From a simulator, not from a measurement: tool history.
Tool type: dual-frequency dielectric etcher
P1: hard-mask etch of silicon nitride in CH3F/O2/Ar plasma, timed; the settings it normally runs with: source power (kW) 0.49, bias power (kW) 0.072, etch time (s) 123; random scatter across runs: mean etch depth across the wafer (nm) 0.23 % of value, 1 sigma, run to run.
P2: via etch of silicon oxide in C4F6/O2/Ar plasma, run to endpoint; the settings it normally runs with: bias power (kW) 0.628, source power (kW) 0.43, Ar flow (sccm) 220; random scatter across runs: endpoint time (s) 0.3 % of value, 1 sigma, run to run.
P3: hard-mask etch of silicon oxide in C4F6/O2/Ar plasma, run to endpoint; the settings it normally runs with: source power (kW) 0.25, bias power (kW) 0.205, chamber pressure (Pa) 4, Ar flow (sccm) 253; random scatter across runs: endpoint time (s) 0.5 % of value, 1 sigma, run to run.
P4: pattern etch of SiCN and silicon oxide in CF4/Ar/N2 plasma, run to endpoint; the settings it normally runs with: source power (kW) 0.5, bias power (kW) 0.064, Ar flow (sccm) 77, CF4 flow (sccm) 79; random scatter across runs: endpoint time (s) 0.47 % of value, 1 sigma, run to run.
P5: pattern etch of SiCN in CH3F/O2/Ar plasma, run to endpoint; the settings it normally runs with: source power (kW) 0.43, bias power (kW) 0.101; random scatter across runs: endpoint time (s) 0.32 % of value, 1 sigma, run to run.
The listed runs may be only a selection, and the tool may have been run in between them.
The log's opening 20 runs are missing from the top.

run   hour  process that ran  source power (kW)  bias power (kW)  etch time (s)  Ar flow (sccm)  CF4 flow (sccm)  chamber pressure (Pa)  mean etch depth across the wafer (nm)  endpoint time (s)
 21  277.1                P1               0.58            0.087            123                                                                                         105.98
 22  292.2                P3               0.18            0.205                            253                                       4                                                     105.6
 23  301.8                P1               0.49            0.072            123                                                                                         92.943
 24  313.1                P3               0.25            0.205                            330                                       4                                                    95.436
 25  329.7                P1               0.49            0.072            123                                                                                         93.308
 26  344.8                P1                0.6            0.054            123                                                                                         91.924
 27  352.6                P1               0.49            0.072            123                                                                                         93.124
 28  364.3                P1               0.49            0.072             73                                                                                         55.252
 29  377.6                P4                0.5            0.064                            104               79                                                                           11.338
 30  388.5                P5               0.56            0.101                                                                                                                            21.88
 31  406.1                P2               0.43            0.628                            279                                                                                            26.176

Estimate the outcome of run 32 from the log above:
 32  419.9                P2               0.43            0.628                            220                                                                                                 ?

endpoint time (s): 25.315
